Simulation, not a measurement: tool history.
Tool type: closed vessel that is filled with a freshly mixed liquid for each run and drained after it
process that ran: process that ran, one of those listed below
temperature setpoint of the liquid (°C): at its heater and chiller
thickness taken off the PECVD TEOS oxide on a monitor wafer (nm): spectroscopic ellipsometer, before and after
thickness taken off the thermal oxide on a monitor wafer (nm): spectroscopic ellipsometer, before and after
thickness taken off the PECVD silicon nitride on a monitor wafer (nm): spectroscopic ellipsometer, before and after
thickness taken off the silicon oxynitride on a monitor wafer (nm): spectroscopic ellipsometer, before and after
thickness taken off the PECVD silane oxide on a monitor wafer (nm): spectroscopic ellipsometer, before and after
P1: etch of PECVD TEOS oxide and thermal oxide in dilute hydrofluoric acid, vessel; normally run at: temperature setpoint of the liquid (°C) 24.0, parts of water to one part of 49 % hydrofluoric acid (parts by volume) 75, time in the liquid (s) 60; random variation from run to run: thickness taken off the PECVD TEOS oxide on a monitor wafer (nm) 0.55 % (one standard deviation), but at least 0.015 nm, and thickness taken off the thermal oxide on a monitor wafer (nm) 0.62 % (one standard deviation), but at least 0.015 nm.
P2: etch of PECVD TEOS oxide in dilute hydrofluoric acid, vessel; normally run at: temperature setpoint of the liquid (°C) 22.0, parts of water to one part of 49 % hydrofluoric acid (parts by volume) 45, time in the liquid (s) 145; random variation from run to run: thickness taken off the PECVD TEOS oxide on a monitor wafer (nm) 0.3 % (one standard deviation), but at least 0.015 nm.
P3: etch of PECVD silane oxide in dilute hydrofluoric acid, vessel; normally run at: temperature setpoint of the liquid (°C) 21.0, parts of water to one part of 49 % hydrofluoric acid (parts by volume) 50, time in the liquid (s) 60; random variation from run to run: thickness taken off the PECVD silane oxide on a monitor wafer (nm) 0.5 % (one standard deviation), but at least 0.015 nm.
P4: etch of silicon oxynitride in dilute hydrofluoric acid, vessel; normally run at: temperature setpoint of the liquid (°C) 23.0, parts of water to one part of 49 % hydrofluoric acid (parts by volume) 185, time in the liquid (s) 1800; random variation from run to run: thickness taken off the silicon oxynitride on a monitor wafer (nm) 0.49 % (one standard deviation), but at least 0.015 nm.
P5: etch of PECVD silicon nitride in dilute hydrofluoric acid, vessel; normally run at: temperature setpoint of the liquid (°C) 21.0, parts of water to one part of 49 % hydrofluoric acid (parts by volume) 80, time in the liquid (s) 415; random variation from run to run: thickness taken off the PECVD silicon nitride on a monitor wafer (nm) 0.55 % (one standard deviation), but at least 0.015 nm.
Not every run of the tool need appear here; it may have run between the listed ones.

run,hour,process that ran,temperature setpoint of the liquid (°C),parts of water to one part of 49 % hydrofluoric acid (parts by volume),time in the liquid (s),hours since the thermometer was replaced,hours since the hydrofluoric acid flow meter was replaced,thickness taken off the PECVD TEOS oxide on a monitor wafer (nm),thickness taken off the thermal oxide on a monitor wafer (nm),thickness taken off the PECVD silicon nitride on a monitor wafer (nm),thickness taken off the silicon oxynitride on a monitor wafer (nm),thickness taken off the PECVD silane oxide on a monitor wafer (nm)
1,16.2,P1,24.0,75,60,556.4,869.1,13.4880,3.9379,,,
2,24.6,P5,21.0,145,415,564.8,877.5,,,13.708,,
3,40.0,P2,22.0,20,145,580.2,892.9,97.8460,,,,
# hour 41.1: thermometer replaced
4,51.0,P4,23.0,185,1800,9.9,903.9,,,,17.5110,
5,61.8,P4,31.0,185,1800,20.7,914.7,,,,25.0050,
6,71.4,P1,24.0,75,30,30.3,924.3,6.6648,2.0026,,,
7,89.0,P3,21.0,50,30,47.9,941.9,,,,,9.5154
8,104.6,P1,31.5,75,60,63.5,957.5,17.8950,5.3713,,,
9,121.9,P2,22.0,45,45,80.8,974.8,13.0420,,,,
10,131.8,P5,27.5,80,415,90.7,984.7,,,37.858,,
11,141.4,P5,21.0,80,415,100.3,994.3,,,24.851,,
12,155.4,P1,24.0,75,60,114.3,1008.3,13.6040,3.9893,,,
13,171.7,P3,21.0,70,60,130.6,1024.6,,,,,13.2690
14,185.2,P1,24.0,75,60,144.1,1038.1,13.3800,3.9704,,,
15,199.7,P2,17.0,45,145,158.6,1052.6,33.9700,,,,
16,213.9,P5,21.0,80,660,172.8,1066.8,,,39.732,,
17,230.4,P1,24.0,75,60,189.3,1083.3,13.3400,4.0121,,,
18,238.2,P3,21.0,50,60,197.1,1091.1,,,,,19.2890
19,248.4,P3,17.0,50,60,207.3,1101.3,,,,,16.1960
20,266.2,P1,24.0,75,120,225.1,1119.1,26.8820,8.0489,,,
21,281.0,P1,24.0,20,60,239.9,1133.9,53.8790,16.0880,,,
22,291.7,P4,23.0,250,1800,250.6,1144.6,,,,12.4280,
23,309.7,P1,18.0,140,60,268.6,1162.6,5.1864,1.5776,,,
24,318.4,P2,22.0,45,145,277.3,1171.3,41.8500,,,,
25,333.4,P1,20.0,75,60,292.3,1186.3,11.3280,3.3901,,,
26,345.6,P5,21.0,80,415,304.5,1198.5,,,24.581,,
27,357.0,P1,24.0,75,60,315.9,1209.9,13.4140,4.0117,,,
28,366.5,P4,23.0,185,955,325.4,1219.4,,,,9.4051,
29,379.6,P1,24.0,105,60,338.5,1232.5,9.3102,2.7495,,,
30,392.6,P1,24.0,75,60,351.5,1245.5,13.6240,3.9555,,,
31,401.5,P1,24.0,75,60,360.4,1254.4,13.1390,3.9271,,,
32,414.2,P1,24.0,75,60,373.1,1267.1,12.8550,3.8327,,,
33,430.2,P1,24.0,75,60,389.1,1283.1,12.7820,3.7603,,,
34,440.8,P1,24.0,75,60,399.7,1293.7,12.4910,3.7455,,,
35,453.8,P1,24.0,75,60,412.7,1306.7,12.3320,3.6868,,,
36,468.5,P1,24.0,75,60,427.4,1321.4,12.2880,3.6676,,,
37,481.9,P1,24.0,75,60,440.8,1334.8,12.2360,3.6950,,,
38,494.0,P1,24.0,75,60,452.9,1346.9,12.3420,3.6738,,,
39,511.2,P1,24.0,75,60,470.1,1364.1,12.2980,3.7079,,,

The output of P1 has drifted from where it used to be. Each of the 2 causes below, taken at the size shown beside it, accounts for the log equally well:
A: hydrofluoric acid flow below the setpoint (%) = 7.7
B: liquid colder than its thermometer reads (K) = 2.17
The process output started creeping at around hour 392.6.

The check runs listed below each take one wafer, and their results are still question marks. Under which run would the listed causes lead to clearly different results?
check 1,528.4,P5,21.0,80,415,,,,,?,,
check 2,528.4,P2,22.0,45,145,,,?,,,,
check 3,528.4,P3,21.0,50,60,,,,,,,?
check 4,528.4,P4,23.0,185,1800,,,,,,?,

If the cause were each of the candidates in turn, the checks would give the following:
check,result,if A,if B
check 1,thickness taken off the PECVD silicon nitride on a monitor wafer (nm),22.812,21.255
check 2,thickness taken off the PECVD TEOS oxide on a monitor wafer (nm),38.5560,38.2850
check 3,thickness taken off the PECVD silane oxide on a monitor wafer (nm),17.6080,17.4850
check 4,thickness taken off the silicon oxynitride on a monitor wafer (nm),16.0350,15.9030
Per-check spread between the two closest causes, in the result where they differ most: check 1 7.07 %; check 2 0.7 %; check 3 0.7 %; check 4 0.83 %
Of the check runs offered, only check 1 discriminates between the causes; the rest would read about the same regardless of which cause applies.

The results of check 1 are: thickness taken off the PECVD silicon nitride on a monitor wafer (nm) 21.395. Based on these, which of the listed causes is it?

It was cause B: liquid colder than its thermometer reads (K).

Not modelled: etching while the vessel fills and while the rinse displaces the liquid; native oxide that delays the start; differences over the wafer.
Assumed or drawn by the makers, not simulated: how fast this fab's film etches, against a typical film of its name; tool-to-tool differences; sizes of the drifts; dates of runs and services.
